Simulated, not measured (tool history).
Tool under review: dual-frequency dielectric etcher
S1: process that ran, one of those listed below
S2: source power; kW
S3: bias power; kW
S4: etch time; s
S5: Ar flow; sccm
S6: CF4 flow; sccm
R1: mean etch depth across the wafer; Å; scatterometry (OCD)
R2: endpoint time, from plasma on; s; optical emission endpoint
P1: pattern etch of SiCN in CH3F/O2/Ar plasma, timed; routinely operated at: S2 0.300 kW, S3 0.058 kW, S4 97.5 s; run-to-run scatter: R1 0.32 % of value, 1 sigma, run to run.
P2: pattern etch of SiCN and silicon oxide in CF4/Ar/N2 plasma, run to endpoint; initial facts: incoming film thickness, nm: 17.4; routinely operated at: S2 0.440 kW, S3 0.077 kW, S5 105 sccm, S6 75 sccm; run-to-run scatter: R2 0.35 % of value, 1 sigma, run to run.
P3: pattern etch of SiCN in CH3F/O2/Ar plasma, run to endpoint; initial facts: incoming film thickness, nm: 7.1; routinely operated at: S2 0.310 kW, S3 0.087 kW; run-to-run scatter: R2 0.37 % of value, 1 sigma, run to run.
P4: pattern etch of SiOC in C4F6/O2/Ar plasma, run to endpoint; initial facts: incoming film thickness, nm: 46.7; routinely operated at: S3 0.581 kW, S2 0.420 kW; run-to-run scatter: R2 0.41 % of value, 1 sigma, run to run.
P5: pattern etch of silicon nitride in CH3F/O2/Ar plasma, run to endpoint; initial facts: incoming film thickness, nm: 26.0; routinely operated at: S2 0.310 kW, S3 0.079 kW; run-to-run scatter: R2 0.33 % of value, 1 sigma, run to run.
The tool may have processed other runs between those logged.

Run 1, day 0.412: S1 P1, S2 0.300 kW, S3 0.058 kW, S4 97.5 s. Result: R1 310.65 Å.
Run 2, day 0.879: S1 P3, S2 0.430 kW, S3 0.087 kW. Result: R2 16.790 s.
Run 3, day 1.496: S1 P4, S2 0.420 kW, S3 0.581 kW. Result: R2 14.816 s.
Run 4, day 1.846: S1 P1, S2 0.300 kW, S3 0.078 kW, S4 97.5 s. Result: R1 345.17 Å.
At day 1.908: source power generator calibrated.
At day 2.396: bias power generator calibrated.
Run 5, day 2.467: S1 P4, S2 0.420 kW, S3 0.581 kW. Result: R2 14.785 s.
Run 6, day 3.042: S1 P1, S2 0.300 kW, S3 0.058 kW, S4 53.5 s. Result: R1 169.30 Å.
Run 7, day 3.554: S1 P2, S2 0.440 kW, S3 0.077 kW, S5 105 sccm, S6 75 sccm. Result: R2 19.769 s.
Run 8, day 4.162: S1 P2, S2 0.440 kW, S3 0.077 kW, S5 105 sccm, S6 75 sccm. Result: R2 19.556 s.
Run 9, day 4.604: S1 P3, S2 0.310 kW, S3 0.087 kW. Result: R2 18.895 s.
Run 10, day 4.929: S1 P1, S2 0.380 kW, S3 0.058 kW, S4 97.5 s. Result: R1 339.99 Å.
Run 11, day 5.454: S1 P1, S2 0.300 kW, S3 0.058 kW, S4 97.5 s. Result: R1 311.44 Å.
Run 12, day 5.950: S1 P2, S2 0.440 kW, S3 0.077 kW, S5 105 sccm, S6 96 sccm. Result: R2 18.892 s.
Run 13, day 6.233: S1 P1, S2 0.300 kW, S3 0.044 kW, S4 72.0 s. Result: R1 209.27 Å.
Run 14, day 6.750: S1 P2, S2 0.550 kW, S3 0.077 kW, S5 105 sccm, S6 75 sccm. Result: R2 16.118 s.
Run 15, day 7.075: S1 P5, S2 0.180 kW, S3 0.079 kW. Result: R2 49.164 s.
Run 16, day 7.542: S1 P2, S2 0.440 kW, S3 0.077 kW, S5 147 sccm, S6 75 sccm. Result: R2 20.659 s.
Run 17, day 7.979: S1 P5, S2 0.310 kW, S3 0.112 kW. Result: R2 35.577 s.
Run 18, day 8.296: S1 P4, S2 0.330 kW, S3 0.581 kW. Result: R2 16.220 s.
Run 19, day 8.650: S1 P1, S2 0.180 kW, S3 0.058 kW, S4 97.5 s. Result: R1 256.48 Å.
Run 20, day 9.162: S1 P4, S2 0.420 kW, S3 0.793 kW. Result: R2 13.154 s.
Run 21, day 9.625: S1 P1, S2 0.300 kW, S3 0.043 kW, S4 97.5 s. Result: R1 282.52 Å.

Run 22 has not been measured yet. What should we expect?
Run 22, day 9.996: S1 P3, S2 0.310 kW, S3 0.087 kW. Result: R2 ?.

R2: 18.892 s
